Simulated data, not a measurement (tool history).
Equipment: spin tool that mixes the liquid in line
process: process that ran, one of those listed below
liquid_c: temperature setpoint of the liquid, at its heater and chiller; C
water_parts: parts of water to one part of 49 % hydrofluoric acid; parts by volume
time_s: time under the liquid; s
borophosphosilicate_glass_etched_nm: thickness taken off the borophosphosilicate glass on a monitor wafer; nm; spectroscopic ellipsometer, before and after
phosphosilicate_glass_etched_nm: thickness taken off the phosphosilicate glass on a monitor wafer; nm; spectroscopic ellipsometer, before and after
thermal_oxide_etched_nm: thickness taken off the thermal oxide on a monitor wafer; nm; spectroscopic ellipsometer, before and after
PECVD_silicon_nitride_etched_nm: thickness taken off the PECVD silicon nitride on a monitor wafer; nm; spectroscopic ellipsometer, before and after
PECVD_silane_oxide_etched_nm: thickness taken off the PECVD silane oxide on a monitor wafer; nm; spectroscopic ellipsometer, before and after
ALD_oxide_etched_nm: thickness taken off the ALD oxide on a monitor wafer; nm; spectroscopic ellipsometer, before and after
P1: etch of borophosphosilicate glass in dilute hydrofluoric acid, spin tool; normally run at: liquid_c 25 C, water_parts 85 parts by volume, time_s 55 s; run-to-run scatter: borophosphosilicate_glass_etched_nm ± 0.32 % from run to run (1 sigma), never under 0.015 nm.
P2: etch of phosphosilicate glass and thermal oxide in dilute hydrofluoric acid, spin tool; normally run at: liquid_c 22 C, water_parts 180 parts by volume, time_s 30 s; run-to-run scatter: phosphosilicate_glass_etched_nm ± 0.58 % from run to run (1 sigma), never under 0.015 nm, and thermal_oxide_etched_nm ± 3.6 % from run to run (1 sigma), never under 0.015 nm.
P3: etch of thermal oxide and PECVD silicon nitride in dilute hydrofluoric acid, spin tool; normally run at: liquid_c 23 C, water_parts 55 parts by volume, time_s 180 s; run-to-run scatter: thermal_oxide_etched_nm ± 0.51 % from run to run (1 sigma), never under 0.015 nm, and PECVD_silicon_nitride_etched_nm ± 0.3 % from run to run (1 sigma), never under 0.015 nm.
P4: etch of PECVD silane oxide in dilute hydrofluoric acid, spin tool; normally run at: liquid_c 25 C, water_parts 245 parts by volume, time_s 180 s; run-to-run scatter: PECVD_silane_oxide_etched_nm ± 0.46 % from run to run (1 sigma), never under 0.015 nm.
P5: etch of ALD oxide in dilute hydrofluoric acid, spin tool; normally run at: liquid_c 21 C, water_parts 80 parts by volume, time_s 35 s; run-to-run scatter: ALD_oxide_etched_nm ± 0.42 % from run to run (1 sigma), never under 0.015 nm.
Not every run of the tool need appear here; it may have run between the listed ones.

| run | day | process | liquid_c | water_parts | time_s | hours since the thermometer was replaced | hours since the hydrofluoric acid flow meter was replaced | borophosphosilicate_glass_etched_nm | phosphosilicate_glass_etched_nm | thermal_oxide_etched_nm | PECVD_silicon_nitride_etched_nm | PECVD_silane_oxide_etched_nm | ALD_oxide_etched_nm |
|---|---|---|---|---|---|---|---|---|---|---|---|---|---|
| 1 | 0.621 | P1 | 25 | 85 | 55 | 275.2 | 233.7 | 34.468 |  |  |  |  |  |
| 2 | 1.075 | P1 | 25 | 85 | 55 | 286.1 | 244.6 | 34.643 |  |  |  |  |  |
| 3 | 1.454 | P2 | 22 | 180 | 30 | 295.2 | 253.7 |  | 18.674 | 0.63969 |  |  |  |
| 4 | 1.95 | P1 | 25 | 40 | 30 | 307.1 | 265.6 | 42.512 |  |  |  |  |  |
| 5 | 2.608 | P1 | 25 | 140 | 55 | 322.9 | 281.4 | 19.523 |  |  |  |  |  |
| 6 | 3.054 | P3 | 17 | 55 | 180 | 333.6 | 292.1 |  |  | 11.31 | 4.3653 |  |  |
| 7 | 3.642 | P3 | 23 | 55 | 180 | 347.7 | 306.2 |  |  | 14.59 | 6.5951 |  |  |
| 8 | 4.017 | P3 | 23 | 55 | 180 | 356.7 | 315.2 |  |  | 14.709 | 6.608 |  |  |
| 9 | 4.354 | P4 | 25 | 245 | 180 | 364.8 | 323.3 |  |  |  |  | 15.766 |  |
| 10 | 4.825 | P5 | 21 | 80 | 35 | 376.1 | 334.6 |  |  |  |  |  | 7.3579 |
| 11 | 5.3 | P1 | 19 | 120 | 55 | 387.5 | 346 | 18.467 |  |  |  |  |  |
| 12 | 5.946 | P1 | 25 | 85 | 110 | 403 | 361.5 | 68.826 |  |  |  |  |  |
| 13 | 6.546 | P2 | 22 | 315 | 30 | 417.4 | 375.9 |  | 9.4652 | 0.35262 |  |  |  |
| 14 | 6.912 | P1 | 28.5 | 85 | 55 | 426.2 | 384.7 | 39.511 |  |  |  |  |  |
| 15 | 7.367 | P4 | 17 | 245 | 180 | 437.1 | 395.6 |  |  |  |  | 11.747 |  |
| 16 | 7.829 | P5 | 17 | 80 | 35 | 448.2 | 406.7 |  |  |  |  |  | 6.2777 |
| 17 | 8.483 | P2 | 17 | 180 | 30 | 463.9 | 422.4 |  | 15.532 | 0.52201 |  |  |  |
| 18 | 9.021 | P1 | 25 | 25 | 110 | 476.8 | 435.3 | 255.23 |  |  |  |  |  |
| 19 | 9.367 | P5 | 21 | 35 | 35 | 485.1 | 443.6 |  |  |  |  |  | 17.871 |
| 20 | 10.025 | P1 | 25 | 85 | 55 | 500.9 | 459.4 | 34.304 |  |  |  |  |  |
| 21 | 10.421 | P4 | 25 | 135 | 180 | 510.4 | 468.9 |  |  |  |  | 32.128 |  |
| 22 | 10.912 | P1 | 25 | 85 | 20 | 522.2 | 480.7 | 12.516 |  |  |  |  |  |
| 23 | 11.208 | P1 | 25 | 85 | 55 | 529.3 | 487.8 | 34.201 |  |  |  |  |  |
| 24 | 11.692 | P1 | 25 | 85 | 55 | 540.9 | 499.4 | 34.367 |  |  |  |  |  |
|  | 11.796 | hydrofluoric acid flow meter replaced |
| 25 | 12.296 | P4 | 25 | 245 | 295 | 555.4 | 12 |  |  |  |  | 25.639 |  |
| 26 | 12.617 | P2 | 22 | 180 | 50 | 563.1 | 19.7 |  | 31.156 | 0.99249 |  |  |  |
| 27 | 13.088 | P4 | 25 | 245 | 180 | 574.4 | 31 |  |  |  |  | 15.617 |  |
| 28 | 13.412 | P1 | 17 | 85 | 55 | 582.2 | 38.8 | 24.791 |  |  |  |  |  |
| 29 | 13.829 | P3 | 23 | 30 | 180 | 592.2 | 48.8 |  |  | 27.864 | 11.923 |  |  |
| 30 | 14.258 | P3 | 23 | 55 | 285 | 602.5 | 59.1 |  |  | 23.22 | 10.448 |  |  |
| 31 | 14.725 | P1 | 25 | 55 | 55 | 613.7 | 70.3 | 55.28 |  |  |  |  |  |
| 32 | 15.375 | P5 | 21 | 80 | 65 | 629.3 | 85.9 |  |  |  |  |  | 13.712 |
| 33 | 15.708 | P1 | 25 | 85 | 55 | 637.3 | 93.9 | 34.464 |  |  |  |  |  |
| 34 | 16.021 | P1 | 25 | 85 | 55 | 644.8 | 101.4 | 33.869 |  |  |  |  |  |
| 35 | 16.662 | P1 | 25 | 85 | 55 | 660.2 | 116.8 | 33.257 |  |  |  |  |  |
| 36 | 17.129 | P1 | 25 | 85 | 55 | 671.4 | 128 | 33.163 |  |  |  |  |  |
| 37 | 17.429 | P1 | 25 | 85 | 55 | 678.6 | 135.2 | 32.775 |  |  |  |  |  |
| 38 | 17.75 | P1 | 25 | 85 | 55 | 686.3 | 142.9 | 32.654 |  |  |  |  |  |

Forecast run 39:
| 39 | 18.388 | P1 | 25 | 85 | 55 | 701.6 | 158.2 | ? |  |  |  |  |  |

{"run 39": {"borophosphosilicate_glass_etched_nm": 32.502}}

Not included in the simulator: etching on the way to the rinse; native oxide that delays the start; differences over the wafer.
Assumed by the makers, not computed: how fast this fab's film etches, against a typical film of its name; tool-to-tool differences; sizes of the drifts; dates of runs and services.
